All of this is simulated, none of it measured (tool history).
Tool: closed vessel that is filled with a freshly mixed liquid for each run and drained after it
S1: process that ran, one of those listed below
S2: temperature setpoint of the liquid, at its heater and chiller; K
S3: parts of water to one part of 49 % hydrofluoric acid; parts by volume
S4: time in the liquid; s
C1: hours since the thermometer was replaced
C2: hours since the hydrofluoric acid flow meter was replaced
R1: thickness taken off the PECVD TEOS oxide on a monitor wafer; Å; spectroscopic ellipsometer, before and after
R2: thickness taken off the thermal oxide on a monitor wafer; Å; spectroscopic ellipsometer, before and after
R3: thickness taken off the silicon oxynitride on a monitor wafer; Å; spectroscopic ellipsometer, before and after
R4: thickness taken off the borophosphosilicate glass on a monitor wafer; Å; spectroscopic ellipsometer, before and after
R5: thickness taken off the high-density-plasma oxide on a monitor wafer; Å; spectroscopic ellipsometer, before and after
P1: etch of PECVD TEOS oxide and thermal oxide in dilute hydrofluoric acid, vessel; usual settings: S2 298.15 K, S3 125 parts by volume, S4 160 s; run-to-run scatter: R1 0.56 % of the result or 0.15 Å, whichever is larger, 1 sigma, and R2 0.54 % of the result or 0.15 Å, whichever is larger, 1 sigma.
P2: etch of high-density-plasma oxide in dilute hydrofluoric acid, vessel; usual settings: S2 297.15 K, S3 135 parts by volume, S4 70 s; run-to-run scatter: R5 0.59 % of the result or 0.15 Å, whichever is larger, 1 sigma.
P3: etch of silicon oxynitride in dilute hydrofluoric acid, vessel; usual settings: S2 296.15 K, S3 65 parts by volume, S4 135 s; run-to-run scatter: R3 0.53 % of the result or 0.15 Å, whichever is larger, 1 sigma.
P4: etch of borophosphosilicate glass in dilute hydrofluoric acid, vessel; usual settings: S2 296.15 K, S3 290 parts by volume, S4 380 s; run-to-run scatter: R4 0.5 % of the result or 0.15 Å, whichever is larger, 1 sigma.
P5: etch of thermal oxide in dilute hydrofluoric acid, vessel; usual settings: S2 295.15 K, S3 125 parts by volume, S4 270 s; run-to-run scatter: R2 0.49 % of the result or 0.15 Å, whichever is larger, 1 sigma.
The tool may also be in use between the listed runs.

run     day  S1      S2   S3   S4     C1     C2      R1      R2      R3      R4      R5
  1   0.254  P1  298.15  125  160  321.8  255.2  250.94  62.805
  2   0.717  P1  298.15  125  160  332.9  266.3  253.15  62.846
  3   1.096  P3  290.15   65  135    342  275.4                  70.783
  4   1.462  P1  298.15  125  160  350.8  284.2  253.12  62.401
  5   1.683  P1  298.15  125  160  356.1  289.5  252.08  62.562
  6   2.142  P4  296.15  290  380  367.1  300.5                          553.53
  7   2.529  P3  296.15   65  135  376.4  309.8                    95.3
  8   2.867  P3  296.15   20  135  384.5  317.9                  320.49
  9   3.117  P3  296.15   65  135  390.5  323.9                  95.901
 10   3.562  P4  296.15  290  650  401.2  334.6                          949.16
 11   3.958  P1  298.15  125  160  410.7  344.1  251.59  62.588
 12   4.388  P1  298.15  125   65    421  354.4  103.45  25.485
 13   4.829  P5  301.15  125  270  431.6    365          108.87
 14   5.146  P2  297.15  135   40  439.2  372.6                                   32.86
 15   5.475  P3  296.15   65  255  447.1  380.5                  178.82
      5.654  -- thermometer replaced
 16   5.908  P1  298.15   45  160    6.2  390.9  771.63  192.27
 17   6.183  P2  303.15  135   70   12.8  397.5                                  70.771
 18   6.542  P4  296.15   55  380   21.4  406.1                          3786.6
 19   6.833  P5  295.15  125  270   28.4  413.1          87.401
 20   7.158  P2  297.15  135   70   36.2  420.9                                  56.744
 21   7.396  P1  290.65  125  160   41.9  426.6  185.54  46.145
 22   7.633  P5  295.15  125  270   47.6  432.3            87.5
 23   8.054  P4  296.15  290  380   57.7  442.4                          556.83
 24   8.458  P5  295.15  170  270   67.4  452.1          60.739
 25   8.796  P1  298.15   85  245   75.5  460.2  598.91  148.35
 26   9.029  P2  297.15  240   70   81.1  465.8                                  28.288
 27   9.283  P1  303.65  125  160   87.2  471.9  311.38   76.97
 28   9.583  P5  295.15  125   85   94.4  479.1          27.625
 29  10.029  P1  298.15  125  160  105.1  489.8   251.1  61.913
 30  10.271  P4  292.15  290  380  110.9  495.6                          480.21
 31  10.529  P2  297.15  135   70  117.1  501.8                                  56.824
 32  10.825  P1  298.15  125  230  124.2  508.9  363.53  89.973
 33  11.088  P1  298.15  185  160  130.5  515.2  160.26  39.209
 34  11.558  P1  298.15  125  160  141.8  526.5   252.6  62.811
 35  11.783  P1  298.15  125  160  147.2  531.9  257.67  64.035
 36  12.058  P1  298.15  125  160  153.8  538.5  263.54  65.319
 37    12.5  P1  298.15  125  160  164.4  549.1  264.63   66.77
 38  12.754  P1  298.15  125  160  170.5  555.2  268.51   66.02

Run 39 comes next. What will it give?
 39  13.017  P1  298.15  125  160  176.8  561.5   ?   ?

{"run 39": {"R1": 271.86, "R2": 67.237}}
